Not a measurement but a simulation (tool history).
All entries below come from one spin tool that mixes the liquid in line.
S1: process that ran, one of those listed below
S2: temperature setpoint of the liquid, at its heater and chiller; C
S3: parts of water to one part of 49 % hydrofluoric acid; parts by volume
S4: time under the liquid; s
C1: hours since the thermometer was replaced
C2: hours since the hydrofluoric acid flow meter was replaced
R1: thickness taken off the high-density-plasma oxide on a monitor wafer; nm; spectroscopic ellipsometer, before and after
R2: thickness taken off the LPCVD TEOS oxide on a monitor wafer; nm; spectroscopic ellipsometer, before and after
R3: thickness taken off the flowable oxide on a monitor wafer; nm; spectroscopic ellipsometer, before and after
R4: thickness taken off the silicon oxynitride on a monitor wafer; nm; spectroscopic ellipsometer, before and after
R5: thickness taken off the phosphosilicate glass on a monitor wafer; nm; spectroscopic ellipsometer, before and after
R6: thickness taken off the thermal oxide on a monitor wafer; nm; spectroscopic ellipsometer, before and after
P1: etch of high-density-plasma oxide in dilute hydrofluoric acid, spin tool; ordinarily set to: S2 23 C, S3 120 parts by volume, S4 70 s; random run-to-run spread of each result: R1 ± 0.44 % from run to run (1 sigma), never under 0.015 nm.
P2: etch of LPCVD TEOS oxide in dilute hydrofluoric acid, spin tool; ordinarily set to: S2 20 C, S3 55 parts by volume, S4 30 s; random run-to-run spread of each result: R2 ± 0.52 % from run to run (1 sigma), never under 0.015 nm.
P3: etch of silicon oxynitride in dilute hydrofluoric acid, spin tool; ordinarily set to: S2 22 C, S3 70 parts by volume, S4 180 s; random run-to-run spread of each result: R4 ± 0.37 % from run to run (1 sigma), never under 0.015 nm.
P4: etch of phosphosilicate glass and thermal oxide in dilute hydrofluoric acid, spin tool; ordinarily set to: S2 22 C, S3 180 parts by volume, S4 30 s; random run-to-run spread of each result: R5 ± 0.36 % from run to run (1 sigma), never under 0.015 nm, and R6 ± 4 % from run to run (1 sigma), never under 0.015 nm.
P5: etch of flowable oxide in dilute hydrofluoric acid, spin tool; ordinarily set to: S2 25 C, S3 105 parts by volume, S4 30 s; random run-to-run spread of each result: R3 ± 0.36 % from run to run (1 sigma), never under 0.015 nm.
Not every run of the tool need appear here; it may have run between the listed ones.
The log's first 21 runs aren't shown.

run   hour  S1  S2   S3   S4     C1     C2      R1  R2      R3      R4      R5       R6
 22     74  P4  22  180   30  207.4  642.2                              8.3739  0.74568
 23   77.7  P4  22  245   30  211.1  645.9                              5.8006  0.50609
 24   80.9  P5  25  105   30  214.3  649.1              14.898
 25   83.7  P3  22   20  180  217.1  651.9                        36.6
 26   87.4  P1  23  120   15  220.8  655.6  1.3124
 27   90.5  P1  23   65   70  223.9  658.7  11.951
 28   92.7  P4  22  180   15  226.1  660.9                              4.2114  0.35505
 29   94.9  P1  17  120   70  228.3  663.1  4.7573
 30   99.1  P1  23  120   70  232.5  667.3   6.076
 31  102.8  P3  22   70  180  236.2    671                      10.075
 32  106.3  P1  23  120  120  239.7  674.5  10.385
 33  109.5  P1  23  120   70  242.9  677.7  6.0524
 34  112.5  P1  23  120   70  245.9  680.7   6.214
 35  116.7  P1  23  120   70  250.1  684.9  6.3634
 36  119.3  P1  23  120   70  252.7  687.5  6.4671

Expected results for the next run?
 37  122.9  P1  23  120  70  256.3  691.1   ?

R1: 6.4276 nm
